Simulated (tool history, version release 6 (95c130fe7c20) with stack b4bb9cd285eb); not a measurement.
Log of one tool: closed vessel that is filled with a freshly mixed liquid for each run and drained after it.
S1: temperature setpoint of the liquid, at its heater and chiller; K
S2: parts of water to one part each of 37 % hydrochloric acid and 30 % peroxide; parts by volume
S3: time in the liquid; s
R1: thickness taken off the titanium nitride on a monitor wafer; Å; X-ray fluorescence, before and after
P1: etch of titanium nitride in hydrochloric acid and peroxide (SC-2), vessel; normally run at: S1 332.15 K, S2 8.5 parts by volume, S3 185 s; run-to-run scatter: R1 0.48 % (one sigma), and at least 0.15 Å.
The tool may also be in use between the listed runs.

run   hour      S1    S2   S3      R1
  1   12.9  332.15   8.5  185  58.981
  2   26.6  332.15     4  185  103.11
  3     34  332.15   8.5  350  111.77
  4   46.2  332.15  14.5   90  18.323
  5   56.7  332.15   8.5  185  58.569
  6   73.5  332.15   8.5  185  58.603
  7   88.4  332.15   8.5  185  58.495
  8  100.9  332.15    15  185  36.621
  9  111.6  332.15   8.5  185  58.758
     126.8  -- chemicals flow meter replaced
 10  128.8  315.65   8.5  185   19.81
 11  136.1  332.15  14.5   70  14.334
 12  150.3  332.15   8.5   30  9.6257
 13  161.1  345.15   8.5  185  129.68
 14  172.9  332.15   8.5  185  58.889
 15  182.4  332.15   8.5  185  58.546
 16  190.2  332.15   8.5  185  58.881
 17  201.2  332.15   8.5  185  61.378
 18  212.1  332.15   8.5  185  61.204
 19    227  332.15   8.5  185  62.265
 20  239.5  332.15   8.5  185  63.376
 21  250.6  332.15   8.5  185  63.459
 22    267  332.15   8.5  185  63.762

The next listed run, before its measurement:
 23  283.9  332.15  8.5  185   ?

{"run 23": {"R1": 63.62}}
